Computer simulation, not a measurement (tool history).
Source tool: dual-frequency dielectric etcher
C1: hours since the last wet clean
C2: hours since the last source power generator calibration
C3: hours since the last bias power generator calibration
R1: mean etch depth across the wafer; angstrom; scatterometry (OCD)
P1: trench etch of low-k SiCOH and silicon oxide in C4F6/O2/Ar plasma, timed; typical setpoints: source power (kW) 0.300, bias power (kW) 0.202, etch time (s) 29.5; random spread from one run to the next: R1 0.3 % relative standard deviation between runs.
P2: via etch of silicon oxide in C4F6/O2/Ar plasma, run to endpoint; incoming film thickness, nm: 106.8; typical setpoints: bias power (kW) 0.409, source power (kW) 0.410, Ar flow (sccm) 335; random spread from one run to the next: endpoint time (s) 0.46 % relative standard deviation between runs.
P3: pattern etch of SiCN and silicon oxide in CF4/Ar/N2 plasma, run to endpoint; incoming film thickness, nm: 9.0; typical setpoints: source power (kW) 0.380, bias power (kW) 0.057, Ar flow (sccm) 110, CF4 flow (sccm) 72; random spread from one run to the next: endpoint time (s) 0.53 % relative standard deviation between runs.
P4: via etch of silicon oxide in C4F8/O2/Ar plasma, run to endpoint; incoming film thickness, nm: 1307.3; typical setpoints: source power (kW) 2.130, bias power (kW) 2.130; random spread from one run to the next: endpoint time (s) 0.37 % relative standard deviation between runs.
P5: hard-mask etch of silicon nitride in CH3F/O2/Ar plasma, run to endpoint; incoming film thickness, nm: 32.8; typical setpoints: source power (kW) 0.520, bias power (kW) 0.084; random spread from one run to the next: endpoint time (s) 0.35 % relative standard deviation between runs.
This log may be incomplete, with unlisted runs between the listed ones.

Run 1, hour 9.1: process that ran P1, source power (kW) 0.300, bias power (kW) 0.202, etch time (s) 29.5; C1 180.5; C2 1583.2; C3 1665.9. Result: R1 858.30 angstrom.
Run 2, hour 17.0: process that ran P3, source power (kW) 0.380, bias power (kW) 0.057, Ar flow (sccm) 65, CF4 flow (sccm) 72; C1 188.4; C2 1591.1; C3 1673.8. Result: endpoint time (s) 12.183.
Run 3, hour 23.1: process that ran P5, source power (kW) 0.520, bias power (kW) 0.084; C1 194.5; C2 1597.2; C3 1679.9. Result: endpoint time (s) 41.652.
Run 4, hour 32.9: process that ran P1, source power (kW) 0.300, bias power (kW) 0.274, etch time (s) 29.5; C1 204.3; C2 1607.0; C3 1689.7. Result: R1 955.07 angstrom.
Run 5, hour 45.3: process that ran P2, source power (kW) 0.410, bias power (kW) 0.321, Ar flow (sccm) 335; C1 216.7; C2 1619.4; C3 1702.1. Result: endpoint time (s) 28.173.
Run 6, hour 54.4: process that ran P2, source power (kW) 0.410, bias power (kW) 0.409, Ar flow (sccm) 335; C1 225.8; C2 1628.5; C3 1711.2. Result: endpoint time (s) 26.016.
Run 7, hour 65.8: process that ran P1, source power (kW) 0.300, bias power (kW) 0.202, etch time (s) 29.5; C1 237.2; C2 1639.9; C3 1722.6. Result: R1 861.11 angstrom.
Run 8, hour 78.7: process that ran P1, source power (kW) 0.300, bias power (kW) 0.202, etch time (s) 29.5; C1 250.1; C2 1652.8; C3 1735.5. Result: R1 857.25 angstrom.
Run 9, hour 91.1: process that ran P3, source power (kW) 0.380, bias power (kW) 0.057, Ar flow (sccm) 110, CF4 flow (sccm) 72; C1 262.5; C2 1665.2; C3 1747.9. Result: endpoint time (s) 13.274.
Run 10, hour 99.0: process that ran P1, source power (kW) 0.300, bias power (kW) 0.136, etch time (s) 29.5; C1 270.4; C2 1673.1; C3 1755.8. Result: R1 763.27 angstrom.
Run 11, hour 108.6: process that ran P1, source power (kW) 0.300, bias power (kW) 0.202, etch time (s) 40.5; C1 280.0; C2 1682.7; C3 1765.4. Result: R1 1190.20 angstrom.
Run 12, hour 118.9: process that ran P1, source power (kW) 0.300, bias power (kW) 0.202, etch time (s) 21.5; C1 290.3; C2 1693.0; C3 1775.7. Result: R1 628.26 angstrom.
Run 13, hour 126.8: process that ran P2, source power (kW) 0.410, bias power (kW) 0.409, Ar flow (sccm) 412; C1 298.2; C2 1700.9; C3 1783.6. Result: endpoint time (s) 26.312.
Run 14, hour 139.2: process that ran P3, source power (kW) 0.380, bias power (kW) 0.038, Ar flow (sccm) 110, CF4 flow (sccm) 72; C1 310.6; C2 1713.3; C3 1796.0. Result: endpoint time (s) 14.986.
Run 15, hour 149.3: process that ran P1, source power (kW) 0.420, bias power (kW) 0.202, etch time (s) 29.5; C1 320.7; C2 1723.4; C3 1806.1. Result: R1 980.46 angstrom.
Run 16, hour 160.5: process that ran P1, source power (kW) 0.300, bias power (kW) 0.255, etch time (s) 41.5; C1 331.9; C2 1734.6; C3 1817.3. Result: R1 1305.80 angstrom.
Run 17, hour 167.2: process that ran P5, source power (kW) 0.520, bias power (kW) 0.063; C1 338.6; C2 1741.3; C3 1824.0. Result: endpoint time (s) 45.179.
Run 18, hour 173.9: process that ran P1, source power (kW) 0.170, bias power (kW) 0.255, etch time (s) 29.5; C1 345.3; C2 1748.0; C3 1830.7. Result: R1 751.92 angstrom.
Run 19, hour 183.3: process that ran P3, source power (kW) 0.270, bias power (kW) 0.057, Ar flow (sccm) 110, CF4 flow (sccm) 72; C1 354.7; C2 1757.4; C3 1840.1. Result: endpoint time (s) 17.847.
Run 20, hour 196.2: process that ran P4, source power (kW) 2.130, bias power (kW) 2.960; C1 367.6; C2 1770.3; C3 1853.0. Result: endpoint time (s) 219.190.
Run 21, hour 204.9: process that ran P4, source power (kW) 2.130, bias power (kW) 2.130; C1 376.3; C2 1779.0; C3 1861.7. Result: endpoint time (s) 242.510.
Run 22, hour 216.6: process that ran P1, source power (kW) 0.300, bias power (kW) 0.202, etch time (s) 29.5; C1 388.0; C2 1790.7; C3 1873.4. Result: R1 864.28 angstrom.
Run 23, hour 223.2: process that ran P1, source power (kW) 0.220, bias power (kW) 0.202, etch time (s) 29.5; C1 394.6; C2 1797.3; C3 1880.0. Result: R1 765.46 angstrom.
Run 24, hour 231.6: process that ran P2, source power (kW) 0.280, bias power (kW) 0.409, Ar flow (sccm) 335; C1 403.0; C2 1805.7; C3 1888.4. Result: endpoint time (s) 29.805.
Run 25, hour 242.6: process that ran P4, source power (kW) 1.480, bias power (kW) 2.130; C1 414.0; C2 1816.7; C3 1899.4. Result: endpoint time (s) 279.240.
Run 26, hour 252.9: process that ran P3, source power (kW) 0.380, bias power (kW) 0.057, Ar flow (sccm) 110, CF4 flow (sccm) 53; C1 424.3; C2 1827.0; C3 1909.7. Result: endpoint time (s) 13.973.
Run 27, hour 258.7: process that ran P5, source power (kW) 0.690, bias power (kW) 0.084; C1 430.1; C2 1832.8; C3 1915.5. Result: endpoint time (s) 36.978.
Run 28, hour 267.6: process that ran P1, source power (kW) 0.300, bias power (kW) 0.202, etch time (s) 29.5; C1 439.0; C2 1841.7; C3 1924.4. Result: R1 863.22 angstrom.
Run 29, hour 277.7: process that ran P1, source power (kW) 0.300, bias power (kW) 0.202, etch time (s) 29.5; C1 449.1; C2 1851.8; C3 1934.5. Result: R1 861.22 angstrom.
Run 30, hour 288.9: process that ran P1, source power (kW) 0.300, bias power (kW) 0.202, etch time (s) 29.5; C1 460.3; C2 1863.0; C3 1945.7. Result: R1 865.91 angstrom.
Run 31, hour 302.4: process that ran P1, source power (kW) 0.300, bias power (kW) 0.202, etch time (s) 29.5; C1 473.8; C2 1876.5; C3 1959.2. Result: R1 872.76 angstrom.
Run 32, hour 312.5: process that ran P1, source power (kW) 0.300, bias power (kW) 0.202, etch time (s) 29.5; C1 483.9; C2 1886.6; C3 1969.3. Result: R1 873.59 angstrom.
At hour 322.6: wet clean of the chamber.
Run 33, hour 324.3: process that ran P1, source power (kW) 0.300, bias power (kW) 0.202, etch time (s) 29.5; C1 1.7; C2 1898.4; C3 1981.1. Result: R1 873.47 angstrom.
Run 34, hour 334.3: process that ran P1, source power (kW) 0.300, bias power (kW) 0.202, etch time (s) 29.5; C1 11.7; C2 1908.4; C3 1991.1. Result: R1 874.95 angstrom.

Run 35, settings as shown, results not yet in. Your forecast:
Run 35, hour 341.5: process that ran P1, source power (kW) 0.300, bias power (kW) 0.202, etch time (s) 29.5; C1 18.9; C2 1915.6; C3 1998.3. Result: R1 ?.

{"run 35": {"R1": 870.61}}
